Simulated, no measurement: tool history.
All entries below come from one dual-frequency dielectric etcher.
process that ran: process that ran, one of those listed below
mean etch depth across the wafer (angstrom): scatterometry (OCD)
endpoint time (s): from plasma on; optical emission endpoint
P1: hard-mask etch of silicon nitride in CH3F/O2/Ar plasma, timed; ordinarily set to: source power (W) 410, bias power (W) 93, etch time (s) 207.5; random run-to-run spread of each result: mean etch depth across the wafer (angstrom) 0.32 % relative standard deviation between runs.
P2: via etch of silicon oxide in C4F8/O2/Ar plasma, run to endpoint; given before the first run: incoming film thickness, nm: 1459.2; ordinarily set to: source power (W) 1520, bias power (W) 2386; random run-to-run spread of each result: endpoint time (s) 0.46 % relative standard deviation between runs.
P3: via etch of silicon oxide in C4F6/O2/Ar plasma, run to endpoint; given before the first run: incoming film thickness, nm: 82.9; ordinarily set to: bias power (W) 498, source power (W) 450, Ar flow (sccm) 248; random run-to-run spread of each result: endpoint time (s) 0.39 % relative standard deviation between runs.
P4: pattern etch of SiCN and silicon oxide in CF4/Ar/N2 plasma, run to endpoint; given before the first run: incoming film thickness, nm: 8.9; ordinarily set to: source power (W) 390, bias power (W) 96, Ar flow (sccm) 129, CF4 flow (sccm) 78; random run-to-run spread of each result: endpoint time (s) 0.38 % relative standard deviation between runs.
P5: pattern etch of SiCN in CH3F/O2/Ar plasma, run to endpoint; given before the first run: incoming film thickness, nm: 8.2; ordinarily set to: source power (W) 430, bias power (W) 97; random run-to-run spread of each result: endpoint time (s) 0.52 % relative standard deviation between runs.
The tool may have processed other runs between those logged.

| run | day | process that ran | source power (W) | bias power (W) | etch time (s) | Ar flow (sccm) | CF4 flow (sccm) | hours since the last wet clean | hours since the last source power generator calibration | hours since the last bias power generator calibration | mean etch depth across the wafer (angstrom) | endpoint time (s) |
|---|---|---|---|---|---|---|---|---|---|---|---|---|
| 1 | 0.462 | P1 | 410 | 93 | 207.5 |  |  | 196.3 | 1606.5 | 676.2 | 1614.5 |  |
| 2 | 0.850 | P5 | 580 | 97 |  |  |  | 205.6 | 1615.8 | 685.5 |  | 17.708 |
| 3 | 1.167 | P1 | 410 | 93 | 207.5 |  |  | 213.2 | 1623.4 | 693.1 | 1621.3 |  |
| 4 | 1.562 | P4 | 390 | 96 |  | 76 | 78 | 222.7 | 1632.9 | 702.6 |  | 10.211 |
| 5 | 1.925 | P5 | 430 | 97 |  |  |  | 231.4 | 1641.6 | 711.3 |  | 19.853 |
| 6 | 2.367 | P2 | 1520 | 2386 |  |  |  | 242.0 | 1652.2 | 721.9 |  | 306.300 |
|  | 2.608 | bias power generator calibrated |
| 7 | 2.808 | P3 | 450 | 498 |  | 344 |  | 252.6 | 1662.8 | 4.9 |  | 18.171 |
| 8 | 3.162 | P4 | 250 | 96 |  | 129 | 78 | 261.1 | 1671.3 | 13.4 |  | 16.126 |
| 9 | 3.479 | P1 | 520 | 93 | 207.5 |  |  | 268.7 | 1678.9 | 21.0 | 1764.3 |  |
| 10 | 4.021 | P3 | 320 | 498 |  | 248 |  | 281.7 | 1691.9 | 34.0 |  | 19.796 |
| 11 | 4.492 | P1 | 290 | 93 | 207.5 |  |  | 293.0 | 1703.2 | 45.3 | 1415.9 |  |
| 12 | 4.821 | P5 | 430 | 97 |  |  |  | 300.9 | 1711.1 | 53.2 |  | 19.734 |
| 13 | 5.346 | P3 | 450 | 498 |  | 248 |  | 313.5 | 1723.7 | 65.8 |  | 17.333 |
| 14 | 5.838 | P3 | 450 | 350 |  | 248 |  | 325.3 | 1735.5 | 77.6 |  | 19.725 |
| 15 | 6.108 | P4 | 390 | 61 |  | 129 | 78 | 331.8 | 1742.0 | 84.1 |  | 12.734 |
| 16 | 6.538 | P1 | 410 | 93 | 304.5 |  |  | 342.1 | 1752.3 | 94.4 | 2362.6 |  |
| 17 | 6.846 | P2 | 1520 | 3380 |  |  |  | 349.5 | 1759.7 | 101.8 |  | 275.280 |
| 18 | 7.392 | P2 | 2010 | 2386 |  |  |  | 362.6 | 1772.8 | 114.9 |  | 271.630 |
| 19 | 7.929 | P1 | 410 | 93 | 131.5 |  |  | 375.5 | 1785.7 | 127.8 | 1030.1 |  |
| 20 | 8.238 | P1 | 410 | 69 | 115.0 |  |  | 382.9 | 1793.1 | 135.2 | 804.2 |  |
| 21 | 8.667 | P1 | 410 | 70 | 207.5 |  |  | 393.2 | 1803.4 | 145.5 | 1462.4 |  |
| 22 | 9.008 | P5 | 430 | 130 |  |  |  | 401.4 | 1811.6 | 153.7 |  | 17.735 |
| 23 | 9.358 | P1 | 410 | 93 | 207.5 |  |  | 409.8 | 1820.0 | 162.1 | 1608.0 |  |
| 24 | 9.912 | P1 | 410 | 129 | 119.5 |  |  | 423.1 | 1833.3 | 175.4 | 1052.0 |  |
| 25 | 10.162 | P3 | 450 | 498 |  | 248 |  | 429.1 | 1839.3 | 181.4 |  | 17.350 |
| 26 | 10.571 | P4 | 390 | 96 |  | 129 | 78 | 438.9 | 1849.1 | 191.2 |  | 10.900 |
| 27 | 11.033 | P4 | 390 | 96 |  | 129 | 78 | 450.0 | 1860.2 | 202.3 |  | 11.000 |
| 28 | 11.358 | P4 | 390 | 96 |  | 129 | 46 | 457.8 | 1868.0 | 210.1 |  | 11.863 |
| 29 | 11.650 | P1 | 410 | 116 | 207.5 |  |  | 464.8 | 1875.0 | 217.1 | 1750.3 |  |
| 30 | 12.112 | P1 | 410 | 93 | 207.5 |  |  | 475.9 | 1886.1 | 228.2 | 1608.7 |  |
| 31 | 12.675 | P1 | 410 | 93 | 207.5 |  |  | 489.4 | 1899.6 | 241.7 | 1619.3 |  |
| 32 | 13.062 | P1 | 410 | 93 | 207.5 |  |  | 498.7 | 1908.9 | 251.0 | 1637.3 |  |
| 33 | 13.442 | P1 | 410 | 93 | 207.5 |  |  | 507.8 | 1918.0 | 260.1 | 1631.2 |  |
| 34 | 13.921 | P1 | 410 | 93 | 207.5 |  |  | 519.3 | 1929.5 | 271.6 | 1636.1 |  |
| 35 | 14.321 | P1 | 410 | 93 | 207.5 |  |  | 528.9 | 1939.1 | 281.2 | 1634.5 |  |
|  | 14.692 | wet clean of the chamber |
| 36 | 14.892 | P1 | 410 | 93 | 207.5 |  |  | 4.8 | 1952.8 | 294.9 | 1631.8 |  |
| 37 | 15.192 | P1 | 410 | 93 | 207.5 |  |  | 12.0 | 1960.0 | 302.1 | 1643.3 |  |
| 38 | 15.608 | P1 | 410 | 93 | 207.5 |  |  | 22.0 | 1970.0 | 312.1 | 1636.7 |  |
| 39 | 15.958 | P1 | 410 | 93 | 207.5 |  |  | 30.4 | 1978.4 | 320.5 | 1636.8 |  |

P1 no longer gives what it gave before; its output has crept away from where it was. The following 2 causes, each at its listed size, fit the log equally well:
A: bias power that arrives over what is set, % = 4.5
B: source power that arrives over what is set, % = 4.37
The drift started at roughly day 12.675.
Ruled out, with reasons:
chamber walls in a state that raises the etch rate, %: serviced at day 14.692, after the drift had started, without restoring the earlier output

Consider the 4 check runs below, whose results appear as question marks and each of which averages 2 wafers. Which one distinguishes the causes, in that each cause would give it a clearly different result?
| check 1 | 16.308 | P4 | 390 | 96 |  | 87 | 51 |  |  |  |  | ? |
| check 2 | 16.308 | P5 | 550 | 97 |  |  |  |  |  |  |  | ? |
| check 3 | 16.308 | P3 | 330 | 498 |  | 248 |  |  |  |  |  | ? |
| check 4 | 16.308 | P2 | 1520 | 3146 |  |  |  |  |  |  |  | ? |

Check results expected under each cause:
| check | result | if A | if B |
|---|---|---|---|
| check 1 | endpoint time (s) | 10.800 | 10.576 |
| check 2 | endpoint time (s) | 17.758 | 17.764 |
| check 3 | endpoint time (s) | 19.190 | 19.208 |
| check 4 | endpoint time (s) | 276.480 | 275.800 |
Per check, the gap between the least separated pair of causes, taken in the result that splits them most: check 1 2.1 %; check 2 0.03 %; check 3 0.09 %; check 4 0.24 %
Only check 1 tells the causes apart: in the others they would give nearly the same result.

Running check 1 produced the following: endpoint time (s) 10.590. Which one of the listed causes fits?

B is the cause: source power that arrives over what is set, %.

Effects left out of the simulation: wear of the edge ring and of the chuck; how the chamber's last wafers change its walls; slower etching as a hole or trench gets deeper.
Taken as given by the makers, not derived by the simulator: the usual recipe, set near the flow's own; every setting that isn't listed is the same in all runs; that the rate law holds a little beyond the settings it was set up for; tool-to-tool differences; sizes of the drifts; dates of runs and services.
